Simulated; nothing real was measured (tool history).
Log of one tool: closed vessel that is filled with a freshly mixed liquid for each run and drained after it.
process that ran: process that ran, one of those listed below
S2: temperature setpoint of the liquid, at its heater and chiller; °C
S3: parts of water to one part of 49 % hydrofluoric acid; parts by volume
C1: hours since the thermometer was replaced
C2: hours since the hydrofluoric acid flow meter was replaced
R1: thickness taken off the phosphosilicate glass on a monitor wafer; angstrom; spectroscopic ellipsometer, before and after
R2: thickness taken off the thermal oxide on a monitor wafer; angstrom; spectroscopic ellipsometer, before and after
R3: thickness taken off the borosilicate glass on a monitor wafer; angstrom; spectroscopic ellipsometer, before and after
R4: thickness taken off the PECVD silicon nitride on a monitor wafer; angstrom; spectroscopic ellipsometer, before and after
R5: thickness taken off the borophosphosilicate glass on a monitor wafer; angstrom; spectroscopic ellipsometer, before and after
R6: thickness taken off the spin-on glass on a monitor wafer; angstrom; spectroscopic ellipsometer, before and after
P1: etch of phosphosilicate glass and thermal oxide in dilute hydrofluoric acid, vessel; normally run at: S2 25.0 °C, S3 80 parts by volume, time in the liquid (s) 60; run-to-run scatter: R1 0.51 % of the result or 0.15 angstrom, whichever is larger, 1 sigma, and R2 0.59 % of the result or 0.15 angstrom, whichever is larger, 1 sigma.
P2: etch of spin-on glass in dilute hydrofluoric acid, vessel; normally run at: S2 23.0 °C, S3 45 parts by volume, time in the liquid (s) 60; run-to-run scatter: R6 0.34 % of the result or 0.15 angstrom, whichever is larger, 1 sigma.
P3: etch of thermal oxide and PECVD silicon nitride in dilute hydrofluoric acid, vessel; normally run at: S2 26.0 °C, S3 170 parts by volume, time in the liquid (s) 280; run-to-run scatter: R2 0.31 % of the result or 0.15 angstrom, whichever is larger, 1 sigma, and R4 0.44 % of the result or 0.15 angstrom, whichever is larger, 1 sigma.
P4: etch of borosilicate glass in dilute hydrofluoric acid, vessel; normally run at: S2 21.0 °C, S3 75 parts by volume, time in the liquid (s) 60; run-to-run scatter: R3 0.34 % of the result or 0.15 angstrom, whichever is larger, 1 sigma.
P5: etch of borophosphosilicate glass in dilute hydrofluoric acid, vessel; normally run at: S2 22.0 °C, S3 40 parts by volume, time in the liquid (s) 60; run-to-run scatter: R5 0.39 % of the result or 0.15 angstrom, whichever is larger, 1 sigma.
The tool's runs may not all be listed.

Run 1, hour 10.3: process that ran P1, S2 25.0 °C, S3 80 parts by volume, time in the liquid (s) 60; C1 668.3; C2 505.6. Result: R1 491.23 angstrom, R2 37.464 angstrom.
Run 2, hour 24.7: process that ran P1, S2 25.0 °C, S3 115 parts by volume, time in the liquid (s) 30; C1 682.7; C2 520.0. Result: R1 163.37 angstrom, R2 12.849 angstrom.
Run 3, hour 39.4: process that ran P4, S2 21.0 °C, S3 75 parts by volume, time in the liquid (s) 30; C1 697.4; C2 534.7. Result: R3 206.87 angstrom.
Run 4, hour 51.5: process that ran P1, S2 29.5 °C, S3 80 parts by volume, time in the liquid (s) 60; C1 709.5; C2 546.8. Result: R1 587.79 angstrom, R2 45.325 angstrom.
Run 5, hour 69.9: process that ran P3, S2 26.0 °C, S3 170 parts by volume, time in the liquid (s) 515; C1 727.9; C2 565.2. Result: R2 135.990 angstrom, R4 189.720 angstrom.
Run 6, hour 84.3: process that ran P5, S2 29.5 °C, S3 40 parts by volume, time in the liquid (s) 60; C1 742.3; C2 579.6. Result: R5 964.90 angstrom.
Run 7, hour 93.7: process that ran P1, S2 25.0 °C, S3 80 parts by volume, time in the liquid (s) 95; C1 751.7; C2 589.0. Result: R1 783.25 angstrom, R2 59.950 angstrom.
Run 8, hour 109.1: process that ran P2, S2 23.0 °C, S3 45 parts by volume, time in the liquid (s) 60; C1 767.1; C2 604.4. Result: R6 504.12 angstrom.
Run 9, hour 127.1: process that ran P3, S2 26.0 °C, S3 170 parts by volume, time in the liquid (s) 280; C1 785.1; C2 622.4. Result: R2 73.386 angstrom, R4 103.090 angstrom.
Run 10, hour 135.9: process that ran P1, S2 25.0 °C, S3 80 parts by volume, time in the liquid (s) 60; C1 793.9; C2 631.2. Result: R1 494.80 angstrom, R2 38.104 angstrom.
Run 11, hour 147.3: process that ran P3, S2 26.0 °C, S3 170 parts by volume, time in the liquid (s) 280; C1 805.3; C2 642.6. Result: R2 73.487 angstrom, R4 102.520 angstrom.
Run 12, hour 165.4: process that ran P1, S2 20.5 °C, S3 80 parts by volume, time in the liquid (s) 95; C1 823.4; C2 660.7. Result: R1 647.80 angstrom, R2 50.576 angstrom.
Run 13, hour 182.0: process that ran P4, S2 21.0 °C, S3 125 parts by volume, time in the liquid (s) 60; C1 840.0; C2 677.3. Result: R3 234.98 angstrom.
Run 14, hour 192.6: process that ran P1, S2 25.0 °C, S3 115 parts by volume, time in the liquid (s) 60; C1 850.6; C2 687.9. Result: R1 328.96 angstrom, R2 25.345 angstrom.
Run 15, hour 200.7: process that ran P1, S2 25.0 °C, S3 80 parts by volume, time in the liquid (s) 60; C1 858.7; C2 696.0. Result: R1 493.94 angstrom, R2 37.999 angstrom.
Run 16, hour 215.9: process that ran P1, S2 25.0 °C, S3 40 parts by volume, time in the liquid (s) 60; C1 873.9; C2 711.2. Result: R1 1048.70 angstrom, R2 79.334 angstrom.
Run 17, hour 224.8: process that ran P5, S2 22.0 °C, S3 40 parts by volume, time in the liquid (s) 30; C1 882.8; C2 720.1. Result: R5 351.32 angstrom.
Run 18, hour 235.5: process that ran P5, S2 22.0 °C, S3 40 parts by volume, time in the liquid (s) 60; C1 893.5; C2 730.8. Result: R5 704.43 angstrom.
Run 19, hour 245.0: process that ran P4, S2 17.0 °C, S3 75 parts by volume, time in the liquid (s) 60; C1 903.0; C2 740.3. Result: R3 349.60 angstrom.
Run 20, hour 256.1: process that ran P5, S2 22.0 °C, S3 55 parts by volume, time in the liquid (s) 60; C1 914.1; C2 751.4. Result: R5 503.90 angstrom.
Run 21, hour 266.5: process that ran P3, S2 34.0 °C, S3 170 parts by volume, time in the liquid (s) 280; C1 924.5; C2 761.8. Result: R2 97.392 angstrom, R4 166.940 angstrom.
Run 22, hour 277.0: process that ran P1, S2 21.0 °C, S3 80 parts by volume, time in the liquid (s) 60; C1 935.0; C2 772.3. Result: R1 420.17 angstrom, R2 32.454 angstrom.
Run 23, hour 294.8: process that ran P1, S2 25.0 °C, S3 80 parts by volume, time in the liquid (s) 60; C1 952.8; C2 790.1. Result: R1 492.97 angstrom, R2 37.734 angstrom.
Run 24, hour 310.9: process that ran P3, S2 26.0 °C, S3 285 parts by volume, time in the liquid (s) 280; C1 968.9; C2 806.2. Result: R2 38.928 angstrom, R4 62.135 angstrom.
Run 25, hour 319.0: process that ran P1, S2 25.0 °C, S3 80 parts by volume, time in the liquid (s) 60; C1 977.0; C2 814.3. Result: R1 493.23 angstrom, R2 37.762 angstrom.
Run 26, hour 335.9: process that ran P2, S2 23.0 °C, S3 45 parts by volume, time in the liquid (s) 30; C1 993.9; C2 831.2. Result: R6 254.27 angstrom.
Run 27, hour 352.8: process that ran P2, S2 23.0 °C, S3 65 parts by volume, time in the liquid (s) 60; C1 1010.8; C2 848.1. Result: R6 344.32 angstrom.
Run 28, hour 369.6: process that ran P1, S2 19.0 °C, S3 80 parts by volume, time in the liquid (s) 30; C1 1027.6; C2 864.9. Result: R1 193.30 angstrom, R2 14.981 angstrom.

Run 29 comes next. What will it give?
Run 29, hour 377.8: process that ran P5, S2 22.0 °C, S3 40 parts by volume, time in the liquid (s) 60; C1 1035.8; C2 873.1. Result: R5 ?.

{"run 29": {"R5": 705.01}}
